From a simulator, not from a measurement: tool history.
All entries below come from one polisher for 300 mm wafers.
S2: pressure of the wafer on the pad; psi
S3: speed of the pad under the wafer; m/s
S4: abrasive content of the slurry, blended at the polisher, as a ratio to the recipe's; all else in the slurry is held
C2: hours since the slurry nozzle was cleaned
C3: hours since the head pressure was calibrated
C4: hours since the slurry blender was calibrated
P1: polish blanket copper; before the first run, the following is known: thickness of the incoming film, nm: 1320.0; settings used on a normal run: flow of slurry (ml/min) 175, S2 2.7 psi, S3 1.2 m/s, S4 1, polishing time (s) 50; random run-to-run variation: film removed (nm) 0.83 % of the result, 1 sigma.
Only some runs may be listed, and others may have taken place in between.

run 1 hour=7 | flow_of_slurry_(ml/min)=175 S2=2.7 S3=1.2 S4=1 polishing_time_(s)=50 | wafers_polished_on_this_pad=525 C2=46.6 C3=82.5 C4=102.4 | film_removed_(nm)=144.34
run 2 hour=14.2 | flow_of_slurry_(ml/min)=275 S2=2.7 S3=1.2 S4=1 polishing_time_(s)=50 | wafers_polished_on_this_pad=624 C2=53.8 C3=89.7 C4=109.6 | film_removed_(nm)=151.59
run 3 hour=26 | flow_of_slurry_(ml/min)=175 S2=2.7 S3=1.2 S4=1 polishing_time_(s)=50 | wafers_polished_on_this_pad=785 C2=65.6 C3=101.5 C4=121.4 | film_removed_(nm)=143.81
run 4 hour=35 | flow_of_slurry_(ml/min)=175 S2=3.6 S3=1.2 S4=1 polishing_time_(s)=50 | wafers_polished_on_this_pad=909 C2=74.6 C3=110.5 C4=130.4 | film_removed_(nm)=192.36
run 5 hour=44.5 | flow_of_slurry_(ml/min)=175 S2=2.7 S3=1.2 S4=1 polishing_time_(s)=50 | wafers_polished_on_this_pad=1039 C2=84.1 C3=120 C4=139.9 | film_removed_(nm)=142.39
run 6 hour=57.1 | flow_of_slurry_(ml/min)=175 S2=2.7 S3=1.2 S4=0.75 polishing_time_(s)=50 | wafers_polished_on_this_pad=1211 C2=96.7 C3=132.6 C4=152.5 | film_removed_(nm)=134.8
run 7 hour=71.4 | flow_of_slurry_(ml/min)=175 S2=2.7 S3=1.2 S4=1 polishing_time_(s)=28 | wafers_polished_on_this_pad=1407 C2=111 C3=146.9 C4=166.8 | film_removed_(nm)=80.681
run 8 hour=79.3 | flow_of_slurry_(ml/min)=105 S2=1.8 S3=1.2 S4=1 polishing_time_(s)=50 | wafers_polished_on_this_pad=1516 C2=118.9 C3=154.8 C4=174.7 | film_removed_(nm)=87.544
run 9 hour=94.3 | flow_of_slurry_(ml/min)=175 S2=2.7 S3=0.54 S4=1 polishing_time_(s)=50 | wafers_polished_on_this_pad=1721 C2=133.9 C3=169.8 C4=189.7 | film_removed_(nm)=65.183
run 10 hour=107.4 | flow_of_slurry_(ml/min)=175 S2=2.7 S3=1.2 S4=1 polishing_time_(s)=50 | wafers_polished_on_this_pad=1900 C2=147 C3=182.9 C4=202.8 | film_removed_(nm)=143.63
run 11 hour=120.7 | flow_of_slurry_(ml/min)=175 S2=2.7 S3=1.2 S4=1 polishing_time_(s)=50 | wafers_polished_on_this_pad=2083 C2=160.3 C3=196.2 C4=216.1 | film_removed_(nm)=144.67
run 12 hour=128.4 | flow_of_slurry_(ml/min)=175 S2=2.7 S3=1.2 S4=1 polishing_time_(s)=80 | wafers_polished_on_this_pad=2188 C2=168 C3=203.9 C4=223.8 | film_removed_(nm)=230.87
run 13 hour=136.4 | flow_of_slurry_(ml/min)=175 S2=1.2 S3=1.2 S4=1 polishing_time_(s)=50 | wafers_polished_on_this_pad=2298 C2=176 C3=211.9 C4=231.8 | film_removed_(nm)=63.06
run 14 hour=147.8 | flow_of_slurry_(ml/min)=175 S2=2.7 S3=1.2 S4=1 polishing_time_(s)=50 | wafers_polished_on_this_pad=2454 C2=187.4 C3=223.3 C4=243.2 | film_removed_(nm)=146.33
run 15 hour=161.1 | flow_of_slurry_(ml/min)=175 S2=2.7 S3=1.2 S4=1 polishing_time_(s)=50 | wafers_polished_on_this_pad=2636 C2=200.7 C3=236.6 C4=256.5 | film_removed_(nm)=142.7
run 16 hour=177.1 | flow_of_slurry_(ml/min)=175 S2=2.7 S3=1.2 S4=1.25 polishing_time_(s)=50 | wafers_polished_on_this_pad=2855 C2=216.7 C3=252.6 C4=272.5 | film_removed_(nm)=151.36
run 17 hour=187.2 | flow_of_slurry_(ml/min)=175 S2=2.7 S3=1.56 S4=1 polishing_time_(s)=50 | wafers_polished_on_this_pad=2993 C2=226.8 C3=262.7 C4=282.6 | film_removed_(nm)=188.17
run 18 hour=199.2 | flow_of_slurry_(ml/min)=105 S2=2.7 S3=1.2 S4=1 polishing_time_(s)=50 | wafers_polished_on_this_pad=3158 C2=238.8 C3=274.7 C4=294.6 | film_removed_(nm)=131.6
run 19 hour=212.1 | flow_of_slurry_(ml/min)=175 S2=2.7 S3=1.2 S4=1 polishing_time_(s)=50 | wafers_polished_on_this_pad=3335 C2=251.7 C3=287.6 C4=307.5 | film_removed_(nm)=142.87
run 20 hour=224.2 | flow_of_slurry_(ml/min)=175 S2=2.7 S3=1.2 S4=1 polishing_time_(s)=50 | wafers_polished_on_this_pad=3500 C2=263.8 C3=299.7 C4=319.6 | film_removed_(nm)=140.67
run 21 hour=236 | flow_of_slurry_(ml/min)=175 S2=2.7 S3=1.2 S4=1 polishing_time_(s)=50 | wafers_polished_on_this_pad=3662 C2=275.6 C3=311.5 C4=331.4 | film_removed_(nm)=138.37
run 22 hour=243 | flow_of_slurry_(ml/min)=175 S2=2.7 S3=1.2 S4=1 polishing_time_(s)=50 | wafers_polished_on_this_pad=3758 C2=282.6 C3=318.5 C4=338.4 | film_removed_(nm)=138.25
run 23 hour=258.2 | flow_of_slurry_(ml/min)=175 S2=2.7 S3=1.2 S4=1 polishing_time_(s)=50 | wafers_polished_on_this_pad=3966 C2=297.8 C3=333.7 C4=353.6 | film_removed_(nm)=139.61
run 24 hour=268.7 | flow_of_slurry_(ml/min)=175 S2=2.7 S3=1.2 S4=1 polishing_time_(s)=50 | wafers_polished_on_this_pad=4110 C2=308.3 C3=344.2 C4=364.1 | film_removed_(nm)=137.42
-- hour=272.8 worn pad replaced by a new one
run 25 hour=277 | flow_of_slurry_(ml/min)=175 S2=2.7 S3=1.2 S4=1 polishing_time_(s)=50 | wafers_polished_on_this_pad=58 C2=316.6 C3=352.5 C4=372.4 | film_removed_(nm)=137.06

Expected results for the next run?
-- hour=282 head pressure recalibrated
run 26 hour=290.3 | flow_of_slurry_(ml/min)=175 S2=2.7 S3=1.2 S4=1 polishing_time_(s)=50 | wafers_polished_on_this_pad=241 C2=329.9 C3=8.4 C4=385.7 | film_removed_(nm)=?

Run 26 yielded film removed (nm) 135.94.

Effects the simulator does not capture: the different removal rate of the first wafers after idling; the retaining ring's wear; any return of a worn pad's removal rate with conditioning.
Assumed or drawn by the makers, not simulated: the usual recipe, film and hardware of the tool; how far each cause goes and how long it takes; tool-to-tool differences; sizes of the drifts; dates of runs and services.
